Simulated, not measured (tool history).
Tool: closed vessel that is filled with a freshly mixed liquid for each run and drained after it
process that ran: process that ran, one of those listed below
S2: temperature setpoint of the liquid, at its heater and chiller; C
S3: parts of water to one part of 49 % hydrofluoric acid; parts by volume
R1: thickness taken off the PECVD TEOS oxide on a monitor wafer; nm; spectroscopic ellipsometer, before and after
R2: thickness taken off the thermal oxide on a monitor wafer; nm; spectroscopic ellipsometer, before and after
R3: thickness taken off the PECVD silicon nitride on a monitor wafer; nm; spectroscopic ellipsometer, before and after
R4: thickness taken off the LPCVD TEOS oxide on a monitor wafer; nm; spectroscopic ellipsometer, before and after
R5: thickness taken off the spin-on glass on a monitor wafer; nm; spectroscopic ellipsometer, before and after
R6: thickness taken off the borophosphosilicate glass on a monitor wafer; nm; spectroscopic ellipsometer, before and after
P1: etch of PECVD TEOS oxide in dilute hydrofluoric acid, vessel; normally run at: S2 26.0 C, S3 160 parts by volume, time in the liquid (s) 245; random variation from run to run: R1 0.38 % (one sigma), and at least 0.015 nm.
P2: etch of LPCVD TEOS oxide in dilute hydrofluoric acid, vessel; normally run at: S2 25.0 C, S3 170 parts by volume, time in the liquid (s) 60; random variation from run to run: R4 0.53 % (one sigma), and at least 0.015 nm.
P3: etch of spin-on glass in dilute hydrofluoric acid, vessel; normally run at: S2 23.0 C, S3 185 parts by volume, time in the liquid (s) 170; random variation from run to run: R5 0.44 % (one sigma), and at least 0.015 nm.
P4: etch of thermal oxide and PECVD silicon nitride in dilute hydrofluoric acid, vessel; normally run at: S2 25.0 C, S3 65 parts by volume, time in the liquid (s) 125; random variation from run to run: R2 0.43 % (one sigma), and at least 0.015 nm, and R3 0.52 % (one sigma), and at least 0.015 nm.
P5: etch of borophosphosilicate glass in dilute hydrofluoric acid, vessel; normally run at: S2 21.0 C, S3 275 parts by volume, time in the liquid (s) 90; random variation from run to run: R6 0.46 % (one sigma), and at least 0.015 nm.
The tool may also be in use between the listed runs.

{"run": 1, "hour": 11.2, "process that ran": "P1", "S2": 26.0, "S3": 160, "time in the liquid (s)": 245, "R1": 13.216}
{"run": 2, "hour": 23.3, "process that ran": "P1", "S2": 21.5, "S3": 160, "time in the liquid (s)": 245, "R1": 11.188}
{"run": 3, "hour": 30.7, "process that ran": "P1", "S2": 26.0, "S3": 160, "time in the liquid (s)": 245, "R1": 13.219}
{"run": 4, "hour": 44.5, "process that ran": "P1", "S2": 32.5, "S3": 160, "time in the liquid (s)": 245, "R1": 16.702}
{"run": 5, "hour": 54.2, "process that ran": "P4", "S2": 25.0, "S3": 65, "time in the liquid (s)": 245, "R2": 19.634, "R3": 19.728}
{"run": 6, "hour": 61.7, "process that ran": "P4", "S2": 25.0, "S3": 65, "time in the liquid (s)": 125, "R2": 10.018, "R3": 10.002}
{"run": 7, "hour": 70.2, "process that ran": "P2", "S2": 17.0, "S3": 170, "time in the liquid (s)": 60, "R4": 14.706}
{"run": 8, "hour": 79.5, "process that ran": "P1", "S2": 26.0, "S3": 275, "time in the liquid (s)": 350, "R1": 9.7251}
{"run": 9, "hour": 88.0, "process that ran": "P3", "S2": 23.0, "S3": 185, "time in the liquid (s)": 30, "R5": 8.3331}
{"run": 10, "hour": 96.5, "process that ran": "P4", "S2": 25.0, "S3": 20, "time in the liquid (s)": 125, "R2": 34.374, "R3": 31.626}
{"run": 11, "hour": 107.0, "process that ran": "P1", "S2": 22.0, "S3": 160, "time in the liquid (s)": 135, "R1": 6.2497}
{"run": 12, "hour": 115.8, "process that ran": "P1", "S2": 26.0, "S3": 160, "time in the liquid (s)": 125, "R1": 6.749}
{"run": 13, "hour": 124.5, "process that ran": "P3", "S2": 17.5, "S3": 185, "time in the liquid (s)": 170, "R5": 37.956}
{"run": 14, "hour": 132.5, "process that ran": "P1", "S2": 26.0, "S3": 160, "time in the liquid (s)": 245, "R1": 13.229}
{"run": 15, "hour": 145.4, "process that ran": "P1", "S2": 26.0, "S3": 160, "time in the liquid (s)": 245, "R1": 13.204}
{"run": 16, "hour": 158.6, "process that ran": "P3", "S2": 23.0, "S3": 185, "time in the liquid (s)": 170, "R5": 47.15}
{"run": 17, "hour": 164.6, "process that ran": "P2", "S2": 25.0, "S3": 170, "time in the liquid (s)": 105, "R4": 34.94}
{"hour": 166.8, "done": "hydrofluoric acid flow meter replaced"}
{"run": 18, "hour": 172.4, "process that ran": "P4", "S2": 29.5, "S3": 65, "time in the liquid (s)": 125, "R2": 11.902, "R3": 13.429}
{"run": 19, "hour": 181.7, "process that ran": "P2", "S2": 25.0, "S3": 65, "time in the liquid (s)": 60, "R4": 59.288}
{"run": 20, "hour": 192.7, "process that ran": "P5", "S2": 21.0, "S3": 275, "time in the liquid (s)": 90, "R6": 10.511}
{"run": 21, "hour": 203.2, "process that ran": "P1", "S2": 26.0, "S3": 90, "time in the liquid (s)": 245, "R1": 25.687}
{"run": 22, "hour": 215.7, "process that ran": "P2", "S2": 25.0, "S3": 170, "time in the liquid (s)": 60, "R4": 20.012}
{"run": 23, "hour": 227.2, "process that ran": "P1", "S2": 26.0, "S3": 160, "time in the liquid (s)": 410, "R1": 22.017}
{"run": 24, "hour": 233.8, "process that ran": "P5", "S2": 17.0, "S3": 275, "time in the liquid (s)": 90, "R6": 9.097}
{"run": 25, "hour": 246.8, "process that ran": "P5", "S2": 21.0, "S3": 275, "time in the liquid (s)": 30, "R6": 3.522}
{"run": 26, "hour": 259.8, "process that ran": "P5", "S2": 21.0, "S3": 505, "time in the liquid (s)": 90, "R6": 4.7917}
{"run": 27, "hour": 269.2, "process that ran": "P3", "S2": 23.0, "S3": 285, "time in the liquid (s)": 170, "R5": 27.485}
{"run": 28, "hour": 279.2, "process that ran": "P1", "S2": 26.0, "S3": 160, "time in the liquid (s)": 245, "R1": 13.257}
{"run": 29, "hour": 289.3, "process that ran": "P2", "S2": 25.0, "S3": 170, "time in the liquid (s)": 60, "R4": 19.81}
{"run": 30, "hour": 302.1, "process that ran": "P1", "S2": 26.0, "S3": 160, "time in the liquid (s)": 245, "R1": 13.151}
{"run": 31, "hour": 309.7, "process that ran": "P1", "S2": 26.0, "S3": 285, "time in the liquid (s)": 245, "R1": 6.5174}
{"run": 32, "hour": 322.7, "process that ran": "P1", "S2": 26.0, "S3": 160, "time in the liquid (s)": 245, "R1": 13.14}
{"run": 33, "hour": 329.1, "process that ran": "P1", "S2": 26.0, "S3": 160, "time in the liquid (s)": 245, "R1": 12.826}
{"run": 34, "hour": 336.1, "process that ran": "P1", "S2": 26.0, "S3": 160, "time in the liquid (s)": 245, "R1": 12.425}
{"run": 35, "hour": 344.1, "process that ran": "P1", "S2": 26.0, "S3": 160, "time in the liquid (s)": 245, "R1": 12.247}

Forecast run 36:
{"run": 36, "hour": 355.3, "process that ran": "P1", "S2": 26.0, "S3": 160, "time in the liquid (s)": 245, "R1": "?"}

{"run 36": {"R1": 12.109}}
